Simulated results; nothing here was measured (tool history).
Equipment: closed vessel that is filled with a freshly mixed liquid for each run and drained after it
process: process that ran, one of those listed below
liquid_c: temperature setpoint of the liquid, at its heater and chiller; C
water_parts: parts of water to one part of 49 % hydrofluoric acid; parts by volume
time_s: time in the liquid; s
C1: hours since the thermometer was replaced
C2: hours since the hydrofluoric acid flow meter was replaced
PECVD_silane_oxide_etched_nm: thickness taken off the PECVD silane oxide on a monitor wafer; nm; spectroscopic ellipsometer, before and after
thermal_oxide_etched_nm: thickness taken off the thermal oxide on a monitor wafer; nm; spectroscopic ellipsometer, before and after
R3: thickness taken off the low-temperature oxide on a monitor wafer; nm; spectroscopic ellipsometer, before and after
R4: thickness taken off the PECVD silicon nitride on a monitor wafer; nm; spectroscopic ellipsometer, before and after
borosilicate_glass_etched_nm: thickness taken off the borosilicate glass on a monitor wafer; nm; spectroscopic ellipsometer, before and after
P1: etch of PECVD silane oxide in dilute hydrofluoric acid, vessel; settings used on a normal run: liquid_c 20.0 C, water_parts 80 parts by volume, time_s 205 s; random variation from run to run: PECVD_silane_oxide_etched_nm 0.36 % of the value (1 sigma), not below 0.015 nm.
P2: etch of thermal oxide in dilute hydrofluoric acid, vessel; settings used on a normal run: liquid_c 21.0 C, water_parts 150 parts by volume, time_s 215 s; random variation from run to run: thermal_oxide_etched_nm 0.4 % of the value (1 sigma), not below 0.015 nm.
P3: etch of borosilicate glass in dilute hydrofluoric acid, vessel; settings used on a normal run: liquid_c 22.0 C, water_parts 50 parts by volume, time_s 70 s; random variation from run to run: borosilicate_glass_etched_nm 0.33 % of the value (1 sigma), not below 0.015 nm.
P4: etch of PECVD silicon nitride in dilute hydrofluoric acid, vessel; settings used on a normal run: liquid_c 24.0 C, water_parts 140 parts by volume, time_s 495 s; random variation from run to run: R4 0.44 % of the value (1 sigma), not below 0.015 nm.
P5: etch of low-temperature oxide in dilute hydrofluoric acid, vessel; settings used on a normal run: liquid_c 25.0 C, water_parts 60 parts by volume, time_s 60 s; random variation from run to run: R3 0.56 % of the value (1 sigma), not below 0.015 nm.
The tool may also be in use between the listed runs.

Run 1, hour 17.3: process P1, liquid_c 20.0 C, water_parts 80 parts by volume, time_s 205 s; C1 1515.1; C2 307.7. Result: PECVD_silane_oxide_etched_nm 49.586 nm.
Run 2, hour 26.4: process P2, liquid_c 17.0 C, water_parts 150 parts by volume, time_s 215 s; C1 1524.2; C2 316.8. Result: thermal_oxide_etched_nm 4.6845 nm.
Run 3, hour 43.4: process P5, liquid_c 25.0 C, water_parts 60 parts by volume, time_s 30 s; C1 1541.2; C2 333.8. Result: R3 10.356 nm.
Run 4, hour 57.1: process P2, liquid_c 21.0 C, water_parts 150 parts by volume, time_s 215 s; C1 1554.9; C2 347.5. Result: thermal_oxide_etched_nm 5.5424 nm.
Run 5, hour 75.7: process P4, liquid_c 30.5 C, water_parts 140 parts by volume, time_s 495 s; C1 1573.5; C2 366.1. Result: R4 9.2455 nm.
Run 6, hour 89.1: process P5, liquid_c 25.0 C, water_parts 60 parts by volume, time_s 60 s; C1 1586.9; C2 379.5. Result: R3 20.719 nm.
Run 7, hour 99.7: process P1, liquid_c 20.0 C, water_parts 80 parts by volume, time_s 395 s; C1 1597.5; C2 390.1. Result: PECVD_silane_oxide_etched_nm 95.630 nm.
Run 8, hour 109.9: process P3, liquid_c 22.0 C, water_parts 85 parts by volume, time_s 70 s; C1 1607.7; C2 400.3. Result: borosilicate_glass_etched_nm 26.806 nm.
Run 9, hour 124.2: process P2, liquid_c 21.0 C, water_parts 75 parts by volume, time_s 215 s; C1 1622.0; C2 414.6. Result: thermal_oxide_etched_nm 12.0910 nm.
Run 10, hour 142.6: process P4, liquid_c 24.0 C, water_parts 140 parts by volume, time_s 830 s; C1 1640.4; C2 433.0. Result: R4 10.4570 nm.
Run 11, hour 150.7: process P1, liquid_c 17.0 C, water_parts 80 parts by volume, time_s 205 s; C1 1648.5; C2 441.1. Result: PECVD_silane_oxide_etched_nm 43.331 nm.
Run 12, hour 160.8: process P1, liquid_c 20.0 C, water_parts 25 parts by volume, time_s 205 s; C1 1658.6; C2 451.2. Result: PECVD_silane_oxide_etched_nm 169.150 nm.
Run 13, hour 176.4: process P3, liquid_c 22.0 C, water_parts 50 parts by volume, time_s 70 s; C1 1674.2; C2 466.8. Result: borosilicate_glass_etched_nm 47.490 nm.
Run 14, hour 190.8: process P2, liquid_c 21.0 C, water_parts 150 parts by volume, time_s 380 s; C1 1688.6; C2 481.2. Result: thermal_oxide_etched_nm 9.8403 nm.
Run 15, hour 208.2: process P3, liquid_c 22.0 C, water_parts 50 parts by volume, time_s 30 s; C1 1706.0; C2 498.6. Result: borosilicate_glass_etched_nm 20.315 nm.
Run 16, hour 217.5: process P1, liquid_c 20.0 C, water_parts 80 parts by volume, time_s 205 s; C1 1715.3; C2 507.9. Result: PECVD_silane_oxide_etched_nm 49.391 nm.
Run 17, hour 230.1: process P3, liquid_c 17.0 C, water_parts 50 parts by volume, time_s 70 s; C1 1727.9; C2 520.5. Result: borosilicate_glass_etched_nm 38.582 nm.
Run 18, hour 247.5: process P4, liquid_c 24.0 C, water_parts 220 parts by volume, time_s 495 s; C1 1745.3; C2 537.9. Result: R4 3.9846 nm.
Run 19, hour 257.2: process P1, liquid_c 20.0 C, water_parts 80 parts by volume, time_s 205 s; C1 1755.0; C2 547.6. Result: PECVD_silane_oxide_etched_nm 49.624 nm.
Run 20, hour 265.4: process P1, liquid_c 28.0 C, water_parts 115 parts by volume, time_s 205 s; C1 1763.2; C2 555.8. Result: PECVD_silane_oxide_etched_nm 44.922 nm.
Run 21, hour 279.3: process P5, liquid_c 25.0 C, water_parts 60 parts by volume, time_s 60 s; C1 1777.1; C2 569.7. Result: R3 21.027 nm.
Run 22, hour 287.8: process P1, liquid_c 20.0 C, water_parts 110 parts by volume, time_s 205 s; C1 1785.6; C2 578.2. Result: PECVD_silane_oxide_etched_nm 34.619 nm.
Run 23, hour 296.0: process P1, liquid_c 27.5 C, water_parts 80 parts by volume, time_s 205 s; C1 1793.8; C2 586.4. Result: PECVD_silane_oxide_etched_nm 66.212 nm.
Run 24, hour 304.5: process P1, liquid_c 20.0 C, water_parts 80 parts by volume, time_s 205 s; C1 1802.3; C2 594.9. Result: PECVD_silane_oxide_etched_nm 49.258 nm.
Run 25, hour 316.7: process P1, liquid_c 20.0 C, water_parts 45 parts by volume, time_s 50 s; C1 1814.5; C2 607.1. Result: PECVD_silane_oxide_etched_nm 22.402 nm.
Run 26, hour 333.1: process P1, liquid_c 20.0 C, water_parts 80 parts by volume, time_s 55 s; C1 1830.9; C2 623.5. Result: PECVD_silane_oxide_etched_nm 13.232 nm.
Run 27, hour 348.1: process P5, liquid_c 25.0 C, water_parts 30 parts by volume, time_s 60 s; C1 1845.9; C2 638.5. Result: R3 43.486 nm.

Run 28 is up next; what results do you expect?
Run 28, hour 362.8: process P4, liquid_c 24.0 C, water_parts 140 parts by volume, time_s 495 s; C1 1860.6; C2 653.2. Result: R4 ?.

R4: 6.2467 nm

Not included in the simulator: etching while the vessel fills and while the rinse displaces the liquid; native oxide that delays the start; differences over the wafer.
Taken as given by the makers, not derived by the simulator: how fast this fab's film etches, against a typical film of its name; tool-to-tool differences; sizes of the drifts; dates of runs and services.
